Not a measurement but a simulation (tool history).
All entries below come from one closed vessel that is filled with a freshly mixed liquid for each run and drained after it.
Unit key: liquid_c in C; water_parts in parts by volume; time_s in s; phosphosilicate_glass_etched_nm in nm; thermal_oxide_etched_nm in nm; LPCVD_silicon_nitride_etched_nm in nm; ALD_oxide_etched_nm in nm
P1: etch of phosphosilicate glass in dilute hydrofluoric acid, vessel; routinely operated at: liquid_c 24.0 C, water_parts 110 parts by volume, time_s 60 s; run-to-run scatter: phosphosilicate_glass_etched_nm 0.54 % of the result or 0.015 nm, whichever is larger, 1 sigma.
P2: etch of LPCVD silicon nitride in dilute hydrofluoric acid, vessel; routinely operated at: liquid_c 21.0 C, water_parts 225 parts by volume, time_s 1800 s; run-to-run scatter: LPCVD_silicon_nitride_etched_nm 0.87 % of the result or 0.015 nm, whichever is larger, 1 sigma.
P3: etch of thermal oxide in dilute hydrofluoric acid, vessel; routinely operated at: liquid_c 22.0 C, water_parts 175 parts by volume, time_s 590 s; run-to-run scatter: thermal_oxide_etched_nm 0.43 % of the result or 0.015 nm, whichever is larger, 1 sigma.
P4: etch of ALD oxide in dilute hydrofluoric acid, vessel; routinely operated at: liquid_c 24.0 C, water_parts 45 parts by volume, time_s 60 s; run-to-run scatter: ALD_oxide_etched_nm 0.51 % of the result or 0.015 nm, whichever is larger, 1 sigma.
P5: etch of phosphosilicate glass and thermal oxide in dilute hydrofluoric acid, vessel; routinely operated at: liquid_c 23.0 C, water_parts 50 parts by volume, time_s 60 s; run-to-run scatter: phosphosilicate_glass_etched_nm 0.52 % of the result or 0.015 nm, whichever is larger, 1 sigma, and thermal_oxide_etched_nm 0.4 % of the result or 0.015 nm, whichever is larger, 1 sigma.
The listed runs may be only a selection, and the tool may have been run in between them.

run   hour  process  liquid_c  water_parts  time_s  hours since the thermometer was replaced  hours since the hydrofluoric acid flow meter was replaced  phosphosilicate_glass_etched_nm  thermal_oxide_etched_nm  LPCVD_silicon_nitride_etched_nm  ALD_oxide_etched_nm
  1    2.9       P1      24.0          110      60                                     143.5                                                      641.9                           51.373
  2    6.9       P5      23.0           70      60                                     147.5                                                      645.9                           71.302                   4.1421
  3    9.4       P3      22.0          325     590                                     150.0                                                      648.4                                                    6.1427
  4   12.5       P1      24.0          110      60                                     153.1                                                      651.5                           52.140
  5   14.8       P1      24.0           25      60                                     155.4                                                      653.8                          257.450
  6   18.2       P1      32.0          110      60                                     158.8                                                      657.2                           70.201
  7   20.4       P1      24.0          110     110                                     161.0                                                      659.4                           95.816
  8   24.5       P1      24.0          110      30                                     165.1                                                      663.5                           26.118
  9   28.0       P1      24.0          110      60                                     168.6                                                      667.0                           52.051
 10   31.9       P1      24.0           70      35                                     172.5                                                      670.9                           50.110
 11   33.8       P2      21.0          225    1800                                     174.4                                                      672.8                                                                                     2.9558
 12   35.6       P4      24.0           45      60                                     176.2                                                      674.6                                                                                                          20.512
 13   38.1       P2      17.0          225    1800                                     178.7                                                      677.1                                                                                     2.2760
 14   40.7       P4      24.0           65      60                                     181.3                                                      679.7                                                                                                          13.782
 15   44.0       P1      19.0          110      60                                     184.6                                                      683.0                           42.597
 16   47.3       P4      24.0           45     100                                     187.9                                                      686.3                                                                                                          33.917
 17   50.8       P2      21.0          225    3380                                     191.4                                                      689.8                                                                                     5.5145
 18   53.7       P1      24.0          110      60                                     194.3                                                      692.7                           52.180
 19   56.4       P3      17.0          175     590                                     197.0                                                      695.4                                                   10.8560
 20   60.1       P4      29.5           45      60                                     200.7                                                      699.1                                                                                                          25.661
 21   62.0       P3      22.0          175     590                                     202.6                                                      701.0                                                   13.2500
 22   64.1       P3      22.0          175     885                                     204.7                                                      703.1                                                   19.8560
 23   68.2       P5      23.0           50      60                                     208.8                                                      707.2                          103.130                   5.9704
 24   71.4       P4      24.0           45      60                                     212.0                                                      710.4                                                                                                          20.357
 25   74.7       P5      23.0           50      95                                     215.3                                                      713.7                          162.230                   9.4647
 26   76.7       P1      24.0          110      60                                     217.3                                                      715.7                           51.398
 27   80.7       P5      18.5           50      60                                     221.3                                                      719.7                           84.665                   4.9018
 28   84.7       P2      21.0          350    1800                                     225.3                                                      723.7                                                                                     1.9417
 29   87.1       P1      24.0          110      60                                     227.7                                                      726.1                           52.095
 30   90.0       P1      24.0           55      85                                     230.6                                                      729.0                          158.970
 31   91.9       P1      24.0          175      60                                     232.5                                                      730.9                           30.088
 32   95.4       P1      24.0          110      60                                     236.0                                                      734.4                           51.878
 33   98.4       P1      24.0          110      60                                     239.0                                                      737.4                           50.008
 34  101.3       P1      24.0          110      60                                     241.9                                                      740.3                           49.898
 35  103.6       P1      24.0          110      60                                     244.2                                                      742.6                           49.163
 36  107.5       P1      24.0          110      60                                     248.1                                                      746.5                           48.926
 37  111.6       P1      24.0          110      60                                     252.2                                                      750.6                           49.416
 38  113.6       P1      24.0          110      60                                     254.2                                                      752.6                           48.671

What P1 gives has crept away from where it was. These 2 causes fit the log equally well, each at the size given:
A: hydrofluoric acid flow below the setpoint (%) = 5.53
B: liquid colder than its thermometer reads (K) = 1.64
The onset of the drift is placed at about hour 95.4.

You are offered 4 check runs, listed below with question marks in place of their results; each one averages 2 wafers. Which run separates the listed causes by giving clearly different results for each?
check 1  115.6       P2      21.0          225    1800                                                                                                                                                                                               ?
check 2  115.6       P5      23.0           50      60                                                                                                                                     ?                        ?
check 3  115.6       P3      22.0          175     590                                                                                                                                                              ?
check 4  115.6       P4      24.0           45      60                                                                                                                                                                                                                    ?

Expected result of each check under each candidate cause:
  check                           result     if A     if B
check 1  LPCVD_silicon_nitride_etched_nm   2.7930   2.6539
check 2  phosphosilicate_glass_etched_nm   96.191   95.449
check 2          thermal_oxide_etched_nm   5.6145   5.5712
check 3          thermal_oxide_etched_nm  12.3700  12.4210
check 4              ALD_oxide_etched_nm   19.214   19.063
Distance between the nearest two causes, measured in the result of the check that separates them most: check 1 5.11 %; check 2 0.77 %; check 3 0.41 %; check 4 0.79 %
Check 1 distinguishes between the causes, while the remaining checks would return nearly the same result for all of them.

Then check 1 was run and gave: LPCVD_silicon_nitride_etched_nm 2.7548 nm. Which cause is it?

The correct cause is A, namely: hydrofluoric acid flow below the setpoint (%).
